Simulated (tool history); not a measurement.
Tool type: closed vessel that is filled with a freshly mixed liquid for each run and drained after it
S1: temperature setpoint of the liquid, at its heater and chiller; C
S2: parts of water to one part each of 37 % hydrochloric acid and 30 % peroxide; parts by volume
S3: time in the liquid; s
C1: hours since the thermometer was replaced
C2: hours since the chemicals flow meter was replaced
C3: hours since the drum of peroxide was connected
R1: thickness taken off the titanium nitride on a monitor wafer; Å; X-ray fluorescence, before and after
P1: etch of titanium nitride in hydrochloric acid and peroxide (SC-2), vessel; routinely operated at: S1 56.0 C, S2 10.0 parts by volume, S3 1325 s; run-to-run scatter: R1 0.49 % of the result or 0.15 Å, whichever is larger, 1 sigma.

run 1 hour=17.2 | S1=56.0 S2=10.0 S3=1325 | C1=368.9 C2=828.5 C3=165.3 | R1=354.47
run 2 hour=26.6 | S1=56.0 S2=10.0 S3=1325 | C1=378.3 C2=837.9 C3=174.7 | R1=356.14
run 3 hour=37.4 | S1=56.0 S2=10.0 S3=2260 | C1=389.1 C2=848.7 C3=185.5 | R1=600.44
run 4 hour=54.5 | S1=56.0 S2=10.0 S3=1325 | C1=406.2 C2=865.8 C3=202.6 | R1=354.36
run 5 hour=65.3 | S1=56.0 S2=10.0 S3=1325 | C1=417.0 C2=876.6 C3=213.4 | R1=357.59
run 6 hour=80.3 | S1=56.0 S2=10.0 S3=1325 | C1=432.0 C2=891.6 C3=228.4 | R1=353.16
run 7 hour=91.4 | S1=56.0 S2=4.0 S3=1325 | C1=443.1 C2=902.7 C3=239.5 | R1=705.49
run 8 hour=106.2 | S1=56.0 S2=17.5 S3=1325 | C1=457.9 C2=917.5 C3=254.3 | R1=218.45
run 9 hour=118.2 | S1=70.5 S2=10.0 S3=1325 | C1=469.9 C2=929.5 C3=266.3 | R1=861.24
run 10 hour=130.0 | S1=42.5 S2=10.0 S3=1325 | C1=481.7 C2=941.3 C3=278.1 | R1=142.98
-- hour=133.3 thermometer replaced
run 11 hour=143.3 | S1=45.5 S2=7.0 S3=1325 | C1=10.1 C2=954.6 C3=291.4 | R1=235.78
run 12 hour=157.8 | S1=56.0 S2=10.0 S3=590 | C1=24.6 C2=969.1 C3=305.9 | R1=156.32
run 13 hour=168.2 | S1=56.0 S2=10.0 S3=1325 | C1=35.0 C2=979.5 C3=316.3 | R1=354.78
run 14 hour=176.2 | S1=56.0 S2=10.0 S3=1325 | C1=43.0 C2=987.5 C3=324.3 | R1=345.99
run 15 hour=185.7 | S1=56.0 S2=10.0 S3=1325 | C1=52.5 C2=997.0 C3=333.8 | R1=337.29
run 16 hour=202.4 | S1=56.0 S2=10.0 S3=1325 | C1=69.2 C2=1013.7 C3=350.5 | R1=332.02
run 17 hour=219.0 | S1=56.0 S2=10.0 S3=1325 | C1=85.8 C2=1030.3 C3=367.1 | R1=327.74
run 18 hour=231.8 | S1=56.0 S2=10.0 S3=1325 | C1=98.6 C2=1043.1 C3=379.9 | R1=324.35
run 19 hour=243.7 | S1=56.0 S2=10.0 S3=1325 | C1=110.5 C2=1055.0 C3=391.8 | R1=320.01
-- hour=247.8 new drum of peroxide connected
run 20 hour=256.2 | S1=56.0 S2=10.0 S3=1325 | C1=123.0 C2=1067.5 C3=8.4 | R1=321.97

For run 21, what comes out?
run 21 hour=264.3 | S1=56.0 S2=10.0 S3=1325 | C1=131.1 C2=1075.6 C3=16.5 | R1=?

Run 21 yielded R1 320.27 Å.
